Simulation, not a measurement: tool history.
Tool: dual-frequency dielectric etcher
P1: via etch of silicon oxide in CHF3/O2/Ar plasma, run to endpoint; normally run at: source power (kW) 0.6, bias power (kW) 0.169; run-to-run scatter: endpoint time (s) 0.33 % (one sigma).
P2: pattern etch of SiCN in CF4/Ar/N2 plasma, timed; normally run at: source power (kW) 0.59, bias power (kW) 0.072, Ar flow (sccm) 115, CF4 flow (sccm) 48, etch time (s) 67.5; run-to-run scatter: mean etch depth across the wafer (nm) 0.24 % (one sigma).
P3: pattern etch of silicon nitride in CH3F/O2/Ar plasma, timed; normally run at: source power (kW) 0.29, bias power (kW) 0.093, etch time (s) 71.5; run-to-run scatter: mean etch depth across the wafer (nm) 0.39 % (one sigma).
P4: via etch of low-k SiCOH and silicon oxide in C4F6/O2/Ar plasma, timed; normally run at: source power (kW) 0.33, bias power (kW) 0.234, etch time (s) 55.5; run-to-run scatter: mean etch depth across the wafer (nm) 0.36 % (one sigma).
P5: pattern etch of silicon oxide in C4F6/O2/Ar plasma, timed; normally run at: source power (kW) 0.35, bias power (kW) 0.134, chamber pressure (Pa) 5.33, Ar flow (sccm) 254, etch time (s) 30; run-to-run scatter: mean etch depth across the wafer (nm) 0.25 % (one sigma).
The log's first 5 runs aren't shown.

run	hour	process that ran	source power (kW)	bias power (kW)	etch time (s)	chamber pressure (Pa)	Ar flow (sccm)	CF4 flow (sccm)	hours since the last wet clean	hours since the last source power generator calibration	hours since the last bias power generator calibration	endpoint time (s)	mean etch depth across the wafer (nm)
6	69.1	P3	0.35	0.093	71.5				201.5	556.1	1285.8		51.918
7	87	P1	0.4	0.169					219.4	574	1303.7	340.58	
8	98.2	P5	0.35	0.134	30	5.33	183		230.6	585.2	1314.9		84.054
9	112.4	P5	0.35	0.134	30	5.33	254		244.8	599.4	1329.1		81.451
10	126.4	P3	0.29	0.119	71.5				258.8	613.4	1343.1		52.938
11	135.5	P4	0.33	0.234	75.5				267.9	622.5	1352.2		208.07
12	151.4	P5	0.35	0.134	30	3.67	254		283.8	638.4	1368.1		84.96
13	160.4	P2	0.59	0.049	67.5		115	48	292.8	647.4	1377.1		57.92
14	168.7	P2	0.59	0.072	37		115	48	301.1	655.7	1385.4		36.315
15	182	P1	0.82	0.169					314.4	669	1398.7	257.06	
16	199.6	P1	0.6	0.169					332	686.6	1416.3	292.16	
17	209.1	P1	0.6	0.169					341.5	696.1	1425.8	291.93	
18	226.9	P1	0.6	0.13					359.3	713.9	1443.6	317.49	
19	239	P1	0.6	0.169					371.4	726	1455.7	290.2	
20	248.9	P5	0.35	0.093	30	5.33	254		381.3	735.9	1465.6		73.111
21	257.1	P2	0.59	0.072	67.5		115	59	389.5	744.1	1473.8		68.44
22	271.6	P2	0.59	0.072	67.5		71	48	404	758.6	1488.3		71.528
23	287.5	P1	0.4	0.109					419.9	774.5	1504.2	391.68	
24	300.3	P5	0.35	0.134	39.5	5.33	254		432.7	787.3	1517		106.85
25	311.2	P2	0.59	0.072	67.5		115	48	443.6	798.2	1527.9		66.053
26	323.2	P2	0.36	0.072	67.5		115	48	455.6	810.2	1539.9		43.067
27	331.8	P4	0.33	0.234	55.5				464.2	818.8	1548.5		153.71
28	341	P3	0.29	0.093	89.5				473.4	828	1557.7		60.291
29	356.5	P3	0.29	0.093	71.5				488.9	843.5	1573.2		48.332
30	368.4	P5	0.5	0.134	30	5.33	254		500.8	855.4	1585.1		93.574

Run 31 comes next. What will it give?
31	381	P4	0.45	0.234	55.5				513.4	868	1597.7		?

{"run 31": {"mean etch depth across the wafer (nm)": 172.81}}
